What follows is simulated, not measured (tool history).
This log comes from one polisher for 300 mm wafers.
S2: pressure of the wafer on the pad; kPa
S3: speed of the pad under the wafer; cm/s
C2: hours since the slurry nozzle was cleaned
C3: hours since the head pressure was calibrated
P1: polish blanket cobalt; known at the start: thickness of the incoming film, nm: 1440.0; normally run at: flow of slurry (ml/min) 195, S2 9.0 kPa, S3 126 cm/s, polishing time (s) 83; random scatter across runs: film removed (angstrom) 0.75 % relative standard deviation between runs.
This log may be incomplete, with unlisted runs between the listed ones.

{"run": 1, "hour": 8.7, "flow of slurry (ml/min)": 195, "S2": 9.0, "S3": 126, "polishing time (s)": 83, "wafers polished on this pad": 919, "C2": 342.8, "C3": 265.8, "film removed (angstrom)": 3663.8}
{"run": 2, "hour": 24.1, "flow of slurry (ml/min)": 300, "S2": 9.0, "S3": 126, "polishing time (s)": 83, "wafers polished on this pad": 1105, "C2": 358.2, "C3": 281.2, "film removed (angstrom)": 3824.5}
{"run": 3, "hour": 32.8, "flow of slurry (ml/min)": 195, "S2": 9.0, "S3": 126, "polishing time (s)": 83, "wafers polished on this pad": 1210, "C2": 366.9, "C3": 289.9, "film removed (angstrom)": 3704.8}
{"run": 4, "hour": 42.1, "flow of slurry (ml/min)": 245, "S2": 11.7, "S3": 126, "polishing time (s)": 83, "wafers polished on this pad": 1322, "C2": 376.2, "C3": 299.2, "film removed (angstrom)": 4911.4}
{"run": 5, "hour": 53.2, "flow of slurry (ml/min)": 195, "S2": 9.0, "S3": 126, "polishing time (s)": 122, "wafers polished on this pad": 1456, "C2": 387.3, "C3": 310.3, "film removed (angstrom)": 5486.0}
{"run": 6, "hour": 65.1, "flow of slurry (ml/min)": 195, "S2": 9.0, "S3": 126, "polishing time (s)": 83, "wafers polished on this pad": 1600, "C2": 399.2, "C3": 322.2, "film removed (angstrom)": 3672.5}
{"run": 7, "hour": 76.6, "flow of slurry (ml/min)": 195, "S2": 14.5, "S3": 126, "polishing time (s)": 83, "wafers polished on this pad": 1739, "C2": 410.7, "C3": 333.7, "film removed (angstrom)": 5981.9}
{"run": 8, "hour": 87.3, "flow of slurry (ml/min)": 115, "S2": 9.0, "S3": 126, "polishing time (s)": 83, "wafers polished on this pad": 1868, "C2": 421.4, "C3": 344.4, "film removed (angstrom)": 3381.7}
{"run": 9, "hour": 96.1, "flow of slurry (ml/min)": 195, "S2": 4.1, "S3": 126, "polishing time (s)": 83, "wafers polished on this pad": 1974, "C2": 430.2, "C3": 353.2, "film removed (angstrom)": 1692.1}
{"run": 10, "hour": 106.4, "flow of slurry (ml/min)": 195, "S2": 9.0, "S3": 126, "polishing time (s)": 83, "wafers polished on this pad": 2099, "C2": 440.5, "C3": 363.5, "film removed (angstrom)": 3689.0}
{"run": 11, "hour": 121.9, "flow of slurry (ml/min)": 195, "S2": 9.0, "S3": 68, "polishing time (s)": 83, "wafers polished on this pad": 2286, "C2": 456.0, "C3": 379.0, "film removed (angstrom)": 1992.0}
{"run": 12, "hour": 133.9, "flow of slurry (ml/min)": 195, "S2": 9.0, "S3": 126, "polishing time (s)": 83, "wafers polished on this pad": 2431, "C2": 468.0, "C3": 391.0, "film removed (angstrom)": 3651.2}
{"run": 13, "hour": 149.4, "flow of slurry (ml/min)": 285, "S2": 13.8, "S3": 126, "polishing time (s)": 83, "wafers polished on this pad": 2618, "C2": 483.5, "C3": 406.5, "film removed (angstrom)": 5916.7}
{"run": 14, "hour": 162.2, "flow of slurry (ml/min)": 195, "S2": 9.0, "S3": 126, "polishing time (s)": 83, "wafers polished on this pad": 2772, "C2": 496.3, "C3": 419.3, "film removed (angstrom)": 3700.1}

Run 15, settings as shown, results not yet in. Your forecast:
{"run": 15, "hour": 171.9, "flow of slurry (ml/min)": 195, "S2": 9.0, "S3": 126, "polishing time (s)": 37, "wafers polished on this pad": 2889, "C2": 506.0, "C3": 429.0, "film removed (angstrom)": "?"}

Run 15 gave film removed (angstrom) 1646.3.
